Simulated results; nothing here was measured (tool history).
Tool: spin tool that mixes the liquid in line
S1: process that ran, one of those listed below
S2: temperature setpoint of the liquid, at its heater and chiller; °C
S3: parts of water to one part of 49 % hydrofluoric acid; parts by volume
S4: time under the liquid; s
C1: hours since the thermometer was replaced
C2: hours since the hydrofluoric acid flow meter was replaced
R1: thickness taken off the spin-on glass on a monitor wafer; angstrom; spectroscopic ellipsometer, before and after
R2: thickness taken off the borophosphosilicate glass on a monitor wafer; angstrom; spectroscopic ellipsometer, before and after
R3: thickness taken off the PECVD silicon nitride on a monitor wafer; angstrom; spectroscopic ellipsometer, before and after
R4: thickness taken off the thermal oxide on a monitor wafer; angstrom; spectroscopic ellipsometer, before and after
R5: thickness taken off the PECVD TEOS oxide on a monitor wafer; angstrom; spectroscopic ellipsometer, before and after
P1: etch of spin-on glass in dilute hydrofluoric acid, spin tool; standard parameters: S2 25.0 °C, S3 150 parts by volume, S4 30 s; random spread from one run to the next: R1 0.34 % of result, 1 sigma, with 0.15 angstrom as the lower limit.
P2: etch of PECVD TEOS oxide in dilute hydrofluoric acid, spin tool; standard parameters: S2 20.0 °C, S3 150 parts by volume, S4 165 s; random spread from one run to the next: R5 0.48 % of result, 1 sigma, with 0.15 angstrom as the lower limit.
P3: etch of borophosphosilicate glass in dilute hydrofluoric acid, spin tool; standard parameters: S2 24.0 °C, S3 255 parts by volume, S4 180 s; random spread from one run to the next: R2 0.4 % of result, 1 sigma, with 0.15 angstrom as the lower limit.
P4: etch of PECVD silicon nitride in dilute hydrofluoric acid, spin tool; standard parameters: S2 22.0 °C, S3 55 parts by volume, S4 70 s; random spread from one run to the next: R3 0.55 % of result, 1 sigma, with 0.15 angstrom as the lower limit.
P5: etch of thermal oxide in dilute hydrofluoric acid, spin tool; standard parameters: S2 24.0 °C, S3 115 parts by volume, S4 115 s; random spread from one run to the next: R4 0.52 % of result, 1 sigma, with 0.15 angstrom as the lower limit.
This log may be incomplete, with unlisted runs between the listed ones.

run	hour	S1	S2	S3	S4	C1	C2	R1	R2	R3	R4	R5
1	8.2	P1	25.0	150	30	181.3	1330.4	77.385				
2	20.2	P1	25.0	150	30	193.3	1342.4	77.353				
3	30.8	P3	24.0	255	180	203.9	1353.0		200.930			
4	41.9	P3	24.0	255	75	215.0	1364.1		83.911			
5	51.1	P1	31.0	150	30	224.2	1373.3	95.882				
6	61.8	P1	25.0	150	30	234.9	1384.0	76.984				
7	75.0	P4	22.0	55	70	248.1	1397.2			62.652		
8	83.0	P4	22.0	55	70	256.1	1405.2			62.134		
9	90.1	P1	25.0	150	30	263.2	1412.3	77.170				
10	98.1	P5	24.0	115	115	271.2	1420.3				49.116	
11	108.1	P1	25.0	150	15	281.2	1430.3	38.568				
12	118.4	P1	25.0	150	45	291.5	1440.6	115.370				
13	128.7	P1	25.0	150	30	301.8	1450.9	76.922				
14	136.6	P5	24.0	115	175	309.7	1458.8				74.496	
15	142.8	P4	22.0	25	70	315.9	1465.0			132.380		
16	149.2	P2	24.0	150	165	322.3	1471.4					119.3300
17	162.5	P1	30.5	150	55	335.6	1484.7	172.710				
18	172.2	P5	24.0	30	115	345.3	1494.4				207.740	
19	183.1	P2	20.0	150	165	356.2	1505.3					102.5800
20	196.5	P4	17.0	55	70	369.6	1518.7			43.885		
21	209.4	P1	25.0	75	30	382.5	1531.6	169.470				
22	218.3	P1	19.5	150	30	391.4	1540.5	61.986				
23	231.1	P1	25.0	150	30	404.2	1553.3	76.887				
24	240.3	P3	24.0	255	180	413.4	1562.5		199.640			
25	248.2	P5	24.0	115	115	421.3	1570.4				48.300	
26	256.1	P1	25.0	150	30	429.2	1578.3	77.088				
27	268.3	P3	31.5	255	180	441.4	1590.5		258.350			
28	279.3	P1	31.0	150	15	452.4	1601.5	47.923				
29	291.1	P5	31.5	115	115	464.2	1613.3				64.429	
30	302.6	P1	25.0	215	30	475.7	1624.8	50.223				
31	310.7	P3	24.0	110	180	483.8	1632.9		548.760			
32	320.8	P2	20.0	85	165	493.9	1643.0					192.0600
33	333.0	P2	20.0	150	15	506.1	1655.2					9.2847
34	340.8	P4	22.0	55	15	513.9	1663.0			13.438		

Expected results for the next run?
35	349.5	P1	25.0	150	30	522.6	1671.7	?				

{"run 35": {"R1": 76.785}}

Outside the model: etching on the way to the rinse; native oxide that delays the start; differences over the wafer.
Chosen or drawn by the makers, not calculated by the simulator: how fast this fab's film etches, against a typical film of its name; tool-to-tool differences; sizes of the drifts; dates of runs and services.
